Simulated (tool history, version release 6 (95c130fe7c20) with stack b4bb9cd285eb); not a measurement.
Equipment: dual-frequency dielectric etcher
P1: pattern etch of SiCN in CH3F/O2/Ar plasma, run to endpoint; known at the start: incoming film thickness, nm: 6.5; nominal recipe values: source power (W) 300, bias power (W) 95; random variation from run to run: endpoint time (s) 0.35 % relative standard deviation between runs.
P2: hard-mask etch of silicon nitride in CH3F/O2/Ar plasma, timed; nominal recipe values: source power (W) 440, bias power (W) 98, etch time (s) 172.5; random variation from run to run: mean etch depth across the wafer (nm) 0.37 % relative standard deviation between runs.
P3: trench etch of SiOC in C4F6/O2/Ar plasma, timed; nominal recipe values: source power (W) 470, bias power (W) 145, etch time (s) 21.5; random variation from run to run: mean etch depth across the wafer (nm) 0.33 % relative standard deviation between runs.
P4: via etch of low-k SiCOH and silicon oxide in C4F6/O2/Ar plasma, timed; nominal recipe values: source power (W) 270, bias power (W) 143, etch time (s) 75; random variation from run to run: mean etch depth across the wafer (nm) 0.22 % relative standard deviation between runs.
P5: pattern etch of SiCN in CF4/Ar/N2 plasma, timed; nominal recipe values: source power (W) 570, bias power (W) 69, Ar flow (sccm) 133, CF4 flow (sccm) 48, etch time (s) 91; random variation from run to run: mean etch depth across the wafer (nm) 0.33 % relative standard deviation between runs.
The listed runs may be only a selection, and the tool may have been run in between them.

run	hour	process that ran	source power (W)	bias power (W)	etch time (s)	Ar flow (sccm)	CF4 flow (sccm)	hours since the last wet clean	hours since the last source power generator calibration	hours since the last bias power generator calibration	endpoint time (s)	mean etch depth across the wafer (nm)
1	5.1	P1	300	95				82.7	285.3	709.8	17.486	
2	10.4	P3	470	145	27.5			88	290.6	715.1		57.711
3	14.1	P5	570	69	91	133	48	91.7	294.3	718.8		83.308
4	18.3	P3	470	145	21.5			95.9	298.5	723		45.041
5	25.2	P5	570	94	91	133	48	102.8	305.4	729.9		93.884
6	29.2	P1	300	95				106.8	309.4	733.9	17.375	
7	34.5	P1	230	64				112.1	314.7	739.2	22.332	
8	38.7	P4	270	143	75			116.3	318.9	743.4		170.15
9	44.7	P3	650	145	21.5			122.3	324.9	749.4		51.246
10	51.3	P1	300	95				128.9	331.5	756	17.44	
11	56.6	P4	270	143	51.5			134.2	336.8	761.3		116.82
12	60.1	P1	220	95				137.7	340.3	764.8	19.614	
13	64.9	P5	570	69	91	133	48	142.5	345.1	769.6		83.268
14	71.3	P1	390	129				148.9	351.5	776	13.991	
15	78.9	P1	300	95				156.5	359.1	783.6	17.433	
16	85.5	P1	180	116				163.1	365.7	790.2	19.347	
17	90.1	P1	300	67				167.7	370.3	794.8	19.842	
18	97.4	P5	570	69	91	133	35	175	377.6	802.1		78.812
# hour 104.2: wet clean of the chamber
19	105.4	P1	300	116				1.3	385.6	810.1	16.132	
20	111.1	P2	440	69	172.5			7	391.3	815.8		126.81
21	115.5	P5	570	69	91	171	48	11.4	395.7	820.2		79.827
22	120.3	P3	470	98	21.5			16.2	400.5	825		40.521
23	124	P4	170	143	75			19.9	404.2	828.7		141.61
24	131	P4	270	116	75			26.9	411.2	835.7		159.96
25	136	P3	470	145	21.5			31.9	416.2	840.7		45.172
26	139.8	P1	300	95				35.7	420	844.5	17.399	
27	144.5	P2	560	98	172.5			40.4	424.7	849.2		158.43
28	151.4	P2	440	98	172.5			47.3	431.6	856.1		145.03
# hour 155: source power generator calibrated
29	158.6	P1	400	95				54.5	3.6	863.3	15.781	
30	165.1	P5	570	69	68	133	48	61	10.1	869.8		62.398
31	169.6	P5	770	69	91	133	48	65.5	14.6	874.3		108.38
32	176.5	P2	440	98	219.5			72.4	21.5	881.2		182.89
33	182.1	P1	300	95				78	27.1	886.8	17.485	
34	189.5	P1	300	95				85.4	34.5	894.2	17.51	
35	196.2	P1	300	95				92.1	41.2	900.9	17.589	
36	203.5	P1	300	95				99.4	48.5	908.2	17.614	
37	210.8	P1	300	95				106.7	55.8	915.5	17.711	
38	217.3	P1	300	95				113.2	62.3	922	17.653	
39	222.9	P1	300	95				118.8	67.9	927.6	17.641	
# hour 224.9: wet clean of the chamber
40	227.6	P1	300	95				2.7	72.6	932.3	17.67	
41	234.7	P1	300	95				9.8	79.7	939.4	17.751	
42	238.8	P1	300	95				13.9	83.8	943.5	17.72	
43	246.2	P1	300	95				21.3	91.2	950.9	17.787	

The output of P1 has drifted from where it used to be. Each of the 2 causes below, taken at the size shown beside it, accounts for the log equally well:
A: source power that arrives under what is set, % = 4.68
B: bias power that arrives under what is set, % = 4.55
Creep in the process output first set in at about hour 182.1.
The rest of the possible causes, and what rules out each one:
chamber walls in a state that lowers the etch rate, %: work on it at hour 224.9, done after the drift set in, did not restore what the process gave before

Consider the 4 single-wafer check runs listed below, results given as question marks: which one distinguishes between the causes by giving clearly different results for each?
check 1	253.6	P5	570	69	91	133	48					?
check 2	253.6	P2	440	98	172.5							?
check 3	253.6	P4	270	143	75							?
check 4	253.6	P3	470	145	21.5							?

Predicted outcomes, by check and by cause:
check	result	if A	if B
check 1	mean etch depth across the wafer (nm)	80.043	81.993
check 2	mean etch depth across the wafer (nm)	141.53	141.67
check 3	mean etch depth across the wafer (nm)	166.7	167.44
check 4	mean etch depth across the wafer (nm)	44.291	44.522
Minimum pairwise separation of causes per check, each pair taken at its best-separating result: check 1 2.41 %; check 2 0.1 %; check 3 0.44 %; check 4 0.52 %
Check 1 distinguishes between the causes, while the remaining checks would return nearly the same result for all of them.

Here is what check 1 returned: mean etch depth across the wafer (nm) 81.959. Which cause is it?

B is the cause: bias power that arrives under what is set, %.
